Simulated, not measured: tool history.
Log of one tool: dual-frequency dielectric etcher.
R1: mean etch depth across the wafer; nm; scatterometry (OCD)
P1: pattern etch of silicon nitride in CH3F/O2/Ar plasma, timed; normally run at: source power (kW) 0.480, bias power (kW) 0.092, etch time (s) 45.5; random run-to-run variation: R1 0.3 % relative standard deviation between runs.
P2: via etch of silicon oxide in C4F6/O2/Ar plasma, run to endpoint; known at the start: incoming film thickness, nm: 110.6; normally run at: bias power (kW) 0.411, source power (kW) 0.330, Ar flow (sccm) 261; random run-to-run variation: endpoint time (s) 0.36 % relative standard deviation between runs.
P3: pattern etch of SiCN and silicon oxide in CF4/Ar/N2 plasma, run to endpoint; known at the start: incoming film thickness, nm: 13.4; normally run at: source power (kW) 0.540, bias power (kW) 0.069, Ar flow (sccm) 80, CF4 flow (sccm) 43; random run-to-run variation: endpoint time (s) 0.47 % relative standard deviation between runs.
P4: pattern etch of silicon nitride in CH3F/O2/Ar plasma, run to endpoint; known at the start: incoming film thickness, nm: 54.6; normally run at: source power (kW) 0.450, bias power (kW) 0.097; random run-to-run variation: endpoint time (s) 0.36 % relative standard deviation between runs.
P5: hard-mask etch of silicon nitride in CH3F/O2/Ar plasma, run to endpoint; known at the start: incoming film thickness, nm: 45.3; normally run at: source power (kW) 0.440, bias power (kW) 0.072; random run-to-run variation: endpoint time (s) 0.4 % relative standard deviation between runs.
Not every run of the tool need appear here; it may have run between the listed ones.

run 1 day=0.571 | process_that_ran=P1 source_power_(kW)=0.480 bias_power_(kW)=0.092 etch_time_(s)=45.5 | R1=37.444
run 2 day=0.900 | process_that_ran=P4 source_power_(kW)=0.450 bias_power_(kW)=0.097 | endpoint_time_(s)=69.335
run 3 day=1.521 | process_that_ran=P1 source_power_(kW)=0.480 bias_power_(kW)=0.092 etch_time_(s)=59.5 | R1=48.928
run 4 day=2.042 | process_that_ran=P3 source_power_(kW)=0.540 bias_power_(kW)=0.088 Ar_flow_(sccm)=80 CF4_flow_(sccm)=43 | endpoint_time_(s)=13.036
run 5 day=2.733 | process_that_ran=P1 source_power_(kW)=0.330 bias_power_(kW)=0.092 etch_time_(s)=25.0 | R1=17.986
run 6 day=3.208 | process_that_ran=P5 source_power_(kW)=0.440 bias_power_(kW)=0.044 | endpoint_time_(s)=71.471
run 7 day=3.654 | process_that_ran=P4 source_power_(kW)=0.450 bias_power_(kW)=0.124 | endpoint_time_(s)=63.360
run 8 day=4.346 | process_that_ran=P2 source_power_(kW)=0.330 bias_power_(kW)=0.411 Ar_flow_(sccm)=261 | endpoint_time_(s)=27.802
run 9 day=4.783 | process_that_ran=P1 source_power_(kW)=0.360 bias_power_(kW)=0.092 etch_time_(s)=45.5 | R1=33.778
run 10 day=5.392 | process_that_ran=P1 source_power_(kW)=0.480 bias_power_(kW)=0.092 etch_time_(s)=45.5 | R1=37.690
run 11 day=5.700 | process_that_ran=P1 source_power_(kW)=0.480 bias_power_(kW)=0.092 etch_time_(s)=45.5 | R1=37.474
run 12 day=6.317 | process_that_ran=P1 source_power_(kW)=0.480 bias_power_(kW)=0.062 etch_time_(s)=45.5 | R1=32.898
run 13 day=6.808 | process_that_ran=P3 source_power_(kW)=0.430 bias_power_(kW)=0.069 Ar_flow_(sccm)=80 CF4_flow_(sccm)=43 | endpoint_time_(s)=17.289
run 14 day=7.296 | process_that_ran=P3 source_power_(kW)=0.540 bias_power_(kW)=0.069 Ar_flow_(sccm)=80 CF4_flow_(sccm)=43 | endpoint_time_(s)=14.220
run 15 day=7.921 | process_that_ran=P1 source_power_(kW)=0.630 bias_power_(kW)=0.111 etch_time_(s)=45.5 | R1=44.543
run 16 day=8.242 | process_that_ran=P3 source_power_(kW)=0.540 bias_power_(kW)=0.069 Ar_flow_(sccm)=80 CF4_flow_(sccm)=57 | endpoint_time_(s)=13.556
run 17 day=8.875 | process_that_ran=P1 source_power_(kW)=0.480 bias_power_(kW)=0.092 etch_time_(s)=45.5 | R1=37.337
run 18 day=9.475 | process_that_ran=P4 source_power_(kW)=0.450 bias_power_(kW)=0.097 | endpoint_time_(s)=69.118
run 19 day=10.033 | process_that_ran=P2 source_power_(kW)=0.330 bias_power_(kW)=0.411 Ar_flow_(sccm)=331 | endpoint_time_(s)=28.460
run 20 day=10.629 | process_that_ran=P4 source_power_(kW)=0.580 bias_power_(kW)=0.097 | endpoint_time_(s)=63.202
run 21 day=10.958 | process_that_ran=P1 source_power_(kW)=0.480 bias_power_(kW)=0.092 etch_time_(s)=45.5 | R1=37.327
run 22 day=11.438 | process_that_ran=P1 source_power_(kW)=0.650 bias_power_(kW)=0.092 etch_time_(s)=45.5 | R1=41.945
run 23 day=11.800 | process_that_ran=P5 source_power_(kW)=0.440 bias_power_(kW)=0.072 | endpoint_time_(s)=61.833
run 24 day=12.429 | process_that_ran=P5 source_power_(kW)=0.280 bias_power_(kW)=0.072 | endpoint_time_(s)=72.558
run 25 day=12.988 | process_that_ran=P1 source_power_(kW)=0.480 bias_power_(kW)=0.125 etch_time_(s)=45.5 | R1=41.975
run 26 day=13.421 | process_that_ran=P3 source_power_(kW)=0.540 bias_power_(kW)=0.069 Ar_flow_(sccm)=101 CF4_flow_(sccm)=43 | endpoint_time_(s)=14.751
run 27 day=13.850 | process_that_ran=P2 source_power_(kW)=0.230 bias_power_(kW)=0.411 Ar_flow_(sccm)=261 | endpoint_time_(s)=31.724
run 28 day=14.167 | process_that_ran=P1 source_power_(kW)=0.480 bias_power_(kW)=0.092 etch_time_(s)=26.5 | R1=21.725
run 29 day=14.583 | process_that_ran=P3 source_power_(kW)=0.540 bias_power_(kW)=0.069 Ar_flow_(sccm)=80 CF4_flow_(sccm)=43 | endpoint_time_(s)=14.321
run 30 day=15.038 | process_that_ran=P2 source_power_(kW)=0.330 bias_power_(kW)=0.571 Ar_flow_(sccm)=261 | endpoint_time_(s)=24.511
run 31 day=15.708 | process_that_ran=P1 source_power_(kW)=0.480 bias_power_(kW)=0.092 etch_time_(s)=45.5 | R1=37.502
run 32 day=16.146 | process_that_ran=P1 source_power_(kW)=0.480 bias_power_(kW)=0.092 etch_time_(s)=45.5 | R1=37.610
run 33 day=16.612 | process_that_ran=P1 source_power_(kW)=0.480 bias_power_(kW)=0.092 etch_time_(s)=45.5 | R1=37.783
run 34 day=16.925 | process_that_ran=P1 source_power_(kW)=0.480 bias_power_(kW)=0.092 etch_time_(s)=45.5 | R1=37.787

What does the tool deliver on the next run?
run 35 day=17.612 | process_that_ran=P1 source_power_(kW)=0.480 bias_power_(kW)=0.092 etch_time_(s)=45.5 | R1=?

{"run 35": {"R1": 37.904}}
